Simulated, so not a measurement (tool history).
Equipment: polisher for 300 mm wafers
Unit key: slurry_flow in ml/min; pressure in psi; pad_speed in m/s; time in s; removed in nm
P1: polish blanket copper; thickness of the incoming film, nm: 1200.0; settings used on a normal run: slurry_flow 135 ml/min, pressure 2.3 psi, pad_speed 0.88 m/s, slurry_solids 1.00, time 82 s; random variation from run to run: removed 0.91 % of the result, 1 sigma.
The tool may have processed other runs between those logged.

run	hour	slurry_flow	pressure	pad_speed	slurry_solids	time	wafers polished on this pad	hours since the slurry nozzle was cleaned	hours since the head pressure was calibrated	hours since the slurry blender was calibrated	removed
1	4.6	135	2.3	0.88	1.00	82	900	87.2	206.2	121.3	175.410
2	8.1	135	2.3	1.18	0.65	82	923	90.7	209.7	124.8	215.330
3	10.8	135	3.5	0.88	1.00	82	942	93.4	212.4	127.5	269.740
4	15.2	190	2.3	0.88	1.00	82	972	97.8	216.8	131.9	182.900
5	19.0	135	2.3	0.88	0.65	82	997	101.6	220.6	135.7	159.120
6	23.5	135	2.3	0.88	1.35	82	1028	106.1	225.1	140.2	187.580
7	27.5	135	1.0	0.88	1.00	82	1055	110.1	229.1	144.2	75.977
8	31.7	135	2.3	0.88	1.00	82	1083	114.3	233.3	148.4	174.050
9	36.6	135	2.3	0.40	1.00	82	1117	119.2	238.2	153.3	80.177
10	41.4	135	1.4	0.88	1.40	82	1149	124.0	243.0	158.1	114.100
11	44.0	135	2.9	0.88	1.45	82	1167	126.6	245.6	160.7	234.090
12	48.2	135	2.3	0.88	1.00	82	1195	130.8	249.8	164.9	171.830
# hour 49.8: worn pad replaced by a new one
# hour 49.8: head pressure recalibrated
13	50.4	135	2.3	0.88	1.00	38	4	133.0	0.6	167.1	80.084
14	52.6	135	2.3	0.88	1.00	82	19	135.2	2.8	169.3	176.050
15	56.7	135	2.3	1.26	1.00	82	47	139.3	6.9	173.4	247.090

Predict the results of run 16:
16	59.9	135	2.3	0.88	1.00	117	68	142.5	10.1	176.6	?

removed: 245.920 nm
